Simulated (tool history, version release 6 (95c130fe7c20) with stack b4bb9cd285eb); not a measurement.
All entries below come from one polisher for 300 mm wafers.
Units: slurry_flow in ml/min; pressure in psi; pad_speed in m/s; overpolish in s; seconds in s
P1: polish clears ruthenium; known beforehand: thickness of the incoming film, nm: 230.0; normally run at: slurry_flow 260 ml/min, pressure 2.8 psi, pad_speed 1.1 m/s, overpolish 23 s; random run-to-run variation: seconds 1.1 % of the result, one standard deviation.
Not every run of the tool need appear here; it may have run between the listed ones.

run	hour	slurry_flow	pressure	pad_speed	overpolish	seconds
1	8.5	260	2.8	1.1	23	146.28
2	19.5	260	1.5	1.1	23	274.23
3	30.2	260	2.8	1.1	23	148.11
4	39.4	260	2.8	1.1	7	144.93
5	49	260	2.8	0.7	23	232.27
# hour 56.3: head pressure recalibrated
6	62.2	260	2.8	1.1	23	146.38
7	74.4	155	2.1	1.1	23	208.75
8	86.7	260	4	1.1	23	103.59
9	103.6	260	3.6	1.1	33	114.82
10	114.7	260	2.8	1.1	43	148.16
11	125.4	405	2.8	1.1	23	142.22
12	141.9	260	2.8	1.1	23	146.24
13	149.9	260	2.8	1.1	23	148.33
14	162.7	155	2.8	1.1	23	157.01
15	171.3	260	2.8	1.64	23	97.327
16	187.4	175	2.8	0.84	23	200.2
17	201.5	260	2.8	1.1	23	147.75
18	210.8	260	2.8	1.1	23	146.85
19	219	260	2.8	1.1	23	149.55
20	230.9	260	2.8	1.1	23	151.48
21	242.5	260	2.8	1.1	23	153.39
# hour 243.6: head pressure recalibrated
22	250.8	260	2.8	1.1	23	154.99
23	265	260	2.8	1.1	23	158.45
24	277.5	260	2.8	1.1	23	154.17
25	288.8	260	2.8	1.1	23	157.69

The log shows P1 creeping away from where it was. Any of the 2 causes listed here, at the size stated for it, fits the log just as well as the others:
A: removal rate lost through wear of the pad, % = 5.58
B: slurry flow missing at the pad, % = 36
The process output started creeping at around hour 210.8.
Every other cause this tool's parts could produce, and why it does not fit the log:
head's pressure below its setpoint, %: work on it at hour 243.6, done after the drift set in, did not restore what the process gave before

Below are 4 check runs, each averaged over 5 wafers, with their results shown as question marks. Which of them would give clearly different results depending on which cause is behind the drift?
check 1	300.1	155	2.8	1.4	23	?
check 2	300.1	260	2.8	1.62	23	?
check 3	300.1	260	2.8	0.88	23	?
check 4	300.1	260	2.8	1.1	34	?

What each check would give under each cause:
check	result	if A	if B
check 1	seconds	131.36	136.06
check 2	seconds	105.96	105.95
check 3	seconds	195.06	195.05
check 4	seconds	156.05	156.04
Gap, in per cent, between the two causes that each check separates least, read from the result that separates them most: check 1 3.52 %; check 2 0 %; check 3 0 %; check 4 0 %
Check 1 distinguishes between the causes, while the remaining checks would return nearly the same result for all of them.

Check 1 has now been run. It gave: seconds 131.24 s. Which of the candidate causes is it?

Of the candidate causes, it is A: removal rate lost through wear of the pad, %.
